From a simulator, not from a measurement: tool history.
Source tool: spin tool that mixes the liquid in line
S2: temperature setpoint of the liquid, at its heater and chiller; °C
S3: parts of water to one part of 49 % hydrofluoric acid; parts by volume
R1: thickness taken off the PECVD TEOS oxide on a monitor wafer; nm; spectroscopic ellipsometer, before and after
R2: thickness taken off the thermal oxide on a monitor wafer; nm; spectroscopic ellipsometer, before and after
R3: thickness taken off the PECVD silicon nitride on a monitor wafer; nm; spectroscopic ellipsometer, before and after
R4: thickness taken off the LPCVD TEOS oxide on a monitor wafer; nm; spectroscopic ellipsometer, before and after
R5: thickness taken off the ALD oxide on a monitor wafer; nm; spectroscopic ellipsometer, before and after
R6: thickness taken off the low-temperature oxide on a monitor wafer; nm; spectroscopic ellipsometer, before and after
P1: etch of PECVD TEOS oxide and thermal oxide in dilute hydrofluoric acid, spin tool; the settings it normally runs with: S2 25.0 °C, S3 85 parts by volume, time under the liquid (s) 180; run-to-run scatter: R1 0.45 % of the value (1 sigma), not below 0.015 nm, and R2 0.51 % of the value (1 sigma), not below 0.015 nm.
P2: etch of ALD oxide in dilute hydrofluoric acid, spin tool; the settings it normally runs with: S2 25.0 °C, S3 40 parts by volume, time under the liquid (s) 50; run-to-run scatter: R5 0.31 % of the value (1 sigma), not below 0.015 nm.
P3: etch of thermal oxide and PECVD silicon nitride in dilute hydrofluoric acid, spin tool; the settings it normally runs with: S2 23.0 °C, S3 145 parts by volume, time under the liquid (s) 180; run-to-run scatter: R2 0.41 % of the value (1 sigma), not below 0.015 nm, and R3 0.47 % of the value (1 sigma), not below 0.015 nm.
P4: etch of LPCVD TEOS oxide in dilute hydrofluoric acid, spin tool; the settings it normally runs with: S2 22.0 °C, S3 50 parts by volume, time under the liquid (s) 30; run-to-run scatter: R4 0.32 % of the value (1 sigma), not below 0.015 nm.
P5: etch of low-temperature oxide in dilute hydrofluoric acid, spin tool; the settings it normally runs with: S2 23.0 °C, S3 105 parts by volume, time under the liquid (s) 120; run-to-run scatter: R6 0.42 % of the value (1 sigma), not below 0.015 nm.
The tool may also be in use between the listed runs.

Run 1, hour 5.3: process that ran P1, S2 25.0 °C, S3 85 parts by volume, time under the liquid (s) 180. Result: R1 19.3110 nm, R2 10.4850 nm.
Run 2, hour 12.7: process that ran P3, S2 23.0 °C, S3 145 parts by volume, time under the liquid (s) 180. Result: R2 5.2427 nm, R3 6.1415 nm.
Run 3, hour 21.7: process that ran P4, S2 22.0 °C, S3 50 parts by volume, time under the liquid (s) 30. Result: R4 28.038 nm.
Run 4, hour 30.5: process that ran P1, S2 25.0 °C, S3 85 parts by volume, time under the liquid (s) 280. Result: R1 29.5700 nm, R2 16.2040 nm.
Run 5, hour 39.4: process that ran P4, S2 29.5 °C, S3 50 parts by volume, time under the liquid (s) 30. Result: R4 37.815 nm.
Run 6, hour 47.7: process that ran P2, S2 25.0 °C, S3 40 parts by volume, time under the liquid (s) 50. Result: R5 33.889 nm.
Run 7, hour 60.0: process that ran P2, S2 19.5 °C, S3 40 parts by volume, time under the liquid (s) 50. Result: R5 26.734 nm.
Run 8, hour 72.0: process that ran P1, S2 25.0 °C, S3 20 parts by volume, time under the liquid (s) 180. Result: R1 89.1820 nm, R2 49.3090 nm.
Run 9, hour 81.9: process that ran P5, S2 23.0 °C, S3 35 parts by volume, time under the liquid (s) 120. Result: R6 60.0290 nm.
Run 10, hour 89.9: process that ran P5, S2 27.5 °C, S3 105 parts by volume, time under the liquid (s) 120. Result: R6 21.6890 nm.
Run 11, hour 101.0: process that ran P2, S2 25.0 °C, S3 40 parts by volume, time under the liquid (s) 80. Result: R5 53.878 nm.
Run 12, hour 110.0: process that ran P1, S2 25.0 °C, S3 85 parts by volume, time under the liquid (s) 85. Result: R1 9.0929 nm, R2 4.9316 nm.
Run 13, hour 121.3: process that ran P3, S2 23.0 °C, S3 145 parts by volume, time under the liquid (s) 305. Result: R2 8.8250 nm, R3 10.3240 nm.
Run 14, hour 131.6: process that ran P3, S2 28.0 °C, S3 145 parts by volume, time under the liquid (s) 180. Result: R2 6.3324 nm, R3 8.3888 nm.
Run 15, hour 142.9: process that ran P4, S2 22.0 °C, S3 50 parts by volume, time under the liquid (s) 30. Result: R4 27.995 nm.
Run 16, hour 154.6: process that ran P2, S2 25.0 °C, S3 40 parts by volume, time under the liquid (s) 50. Result: R5 33.863 nm.
Run 17, hour 163.8: process that ran P1, S2 30.0 °C, S3 85 parts by volume, time under the liquid (s) 180. Result: R1 23.3040 nm, R2 12.7630 nm.
At hour 165.6: thermometer replaced.
Run 18, hour 173.3: process that ran P1, S2 25.0 °C, S3 85 parts by volume, time under the liquid (s) 180. Result: R1 19.0590 nm, R2 10.4770 nm.
Run 19, hour 180.5: process that ran P3, S2 23.0 °C, S3 145 parts by volume, time under the liquid (s) 180. Result: R2 5.2002 nm, R3 6.0849 nm.
Run 20, hour 186.0: process that ran P1, S2 25.0 °C, S3 85 parts by volume, time under the liquid (s) 180. Result: R1 19.2810 nm, R2 10.5280 nm.
Run 21, hour 193.7: process that ran P5, S2 23.0 °C, S3 105 parts by volume, time under the liquid (s) 15. Result: R6 2.2626 nm.
Run 22, hour 203.2: process that ran P1, S2 30.5 °C, S3 85 parts by volume, time under the liquid (s) 275. Result: R1 36.0440 nm, R2 19.8250 nm.
Run 23, hour 213.0: process that ran P1, S2 20.0 °C, S3 85 parts by volume, time under the liquid (s) 180. Result: R1 15.6680 nm, R2 8.5699 nm.
Run 24, hour 219.0: process that ran P4, S2 22.0 °C, S3 50 parts by volume, time under the liquid (s) 50. Result: R4 46.813 nm.
Run 25, hour 225.7: process that ran P2, S2 25.0 °C, S3 20 parts by volume, time under the liquid (s) 50. Result: R5 69.626 nm.
Run 26, hour 234.9: process that ran P5, S2 23.0 °C, S3 105 parts by volume, time under the liquid (s) 120. Result: R6 18.2490 nm.
Run 27, hour 241.8: process that ran P1, S2 25.0 °C, S3 85 parts by volume, time under the liquid (s) 180. Result: R1 19.1260 nm, R2 10.4480 nm.
Run 28, hour 250.5: process that ran P3, S2 23.0 °C, S3 255 parts by volume, time under the liquid (s) 180. Result: R2 2.6436 nm, R3 3.5336 nm.
Run 29, hour 256.3: process that ran P5, S2 23.0 °C, S3 105 parts by volume, time under the liquid (s) 120. Result: R6 18.2960 nm.
Run 30, hour 265.4: process that ran P4, S2 22.0 °C, S3 20 parts by volume, time under the liquid (s) 30. Result: R4 72.939 nm.
Run 31, hour 271.7: process that ran P1, S2 20.0 °C, S3 130 parts by volume, time under the liquid (s) 180. Result: R1 9.6105 nm, R2 5.2980 nm.
Run 32, hour 280.4: process that ran P1, S2 25.0 °C, S3 140 parts by volume, time under the liquid (s) 180. Result: R1 10.7820 nm, R2 5.9724 nm.
Run 33, hour 290.4: process that ran P1, S2 25.0 °C, S3 85 parts by volume, time under the liquid (s) 180. Result: R1 19.0780 nm, R2 10.5020 nm.
Run 34, hour 297.6: process that ran P1, S2 25.0 °C, S3 85 parts by volume, time under the liquid (s) 180. Result: R1 19.3580 nm, R2 10.6820 nm.
Run 35, hour 304.4: process that ran P1, S2 25.0 °C, S3 85 parts by volume, time under the liquid (s) 180. Result: R1 19.6920 nm, R2 10.7370 nm.
Run 36, hour 311.0: process that ran P1, S2 25.0 °C, S3 85 parts by volume, time under the liquid (s) 180. Result: R1 19.8700 nm, R2 11.0320 nm.
Run 37, hour 320.7: process that ran P1, S2 25.0 °C, S3 85 parts by volume, time under the liquid (s) 180. Result: R1 19.8400 nm, R2 10.8970 nm.
Run 38, hour 329.4: process that ran P1, S2 25.0 °C, S3 85 parts by volume, time under the liquid (s) 180. Result: R1 20.1840 nm, R2 10.9640 nm.
Run 39, hour 335.8: process that ran P1, S2 25.0 °C, S3 85 parts by volume, time under the liquid (s) 180. Result: R1 20.1800 nm, R2 11.0450 nm.
Run 40, hour 344.6: process that ran P1, S2 25.0 °C, S3 85 parts by volume, time under the liquid (s) 180. Result: R1 20.1650 nm, R2 11.1580 nm.
Run 41, hour 357.0: process that ran P1, S2 25.0 °C, S3 85 parts by volume, time under the liquid (s) 180. Result: R1 20.3030 nm, R2 11.0900 nm.
Run 42, hour 368.6: process that ran P1, S2 25.0 °C, S3 85 parts by volume, time under the liquid (s) 180. Result: R1 20.3020 nm, R2 11.1790 nm.

P1 no longer gives what it gave before; its output has crept away from where it was. The following 2 causes, each at its listed size, fit the log equally well:
A: hydrofluoric acid flow above the setpoint (%) = 5.14
B: liquid hotter than its thermometer reads (K) = 1.41
Creep in the process output first set in at about hour 290.4.

Question marks stand in for the results of the 4 check runs listed below, each run on one wafer. Under which run would the listed causes show clearly different results?
Run check 1, hour 380.2: process that ran P3, S2 23.0 °C, S3 145 parts by volume, time under the liquid (s) 180. Result: R2 ?, R3 ?.
Run check 2, hour 380.2: process that ran P2, S2 25.0 °C, S3 40 parts by volume, time under the liquid (s) 50. Result: R5 ?.
Run check 3, hour 380.2: process that ran P5, S2 23.0 °C, S3 105 parts by volume, time under the liquid (s) 120. Result: R6 ?.
Run check 4, hour 380.2: process that ran P4, S2 22.0 °C, S3 50 parts by volume, time under the liquid (s) 30. Result: R4 ?.

What each check would give under each cause:
  check  result     if A     if B
check 1      R2   5.5401   5.5186
check 1      R3   6.4376   6.7137
check 2      R5   35.633   35.805
check 3      R6  19.2800  19.2720
check 4      R4   29.514   29.677
Separation of the two closest causes in each check, using whichever result separates them best: check 1 4.2 %; check 2 0.48 %; check 3 0.04 %; check 4 0.55 %
Check 1 is the one run that separates the causes; every other check would come out nearly the same whichever cause is at work.

Check 1 was then run and gave: R2 5.5524 nm; R3 6.7466 nm. Which cause is it?

Of the candidate causes, it is B: liquid hotter than its thermometer reads (K).
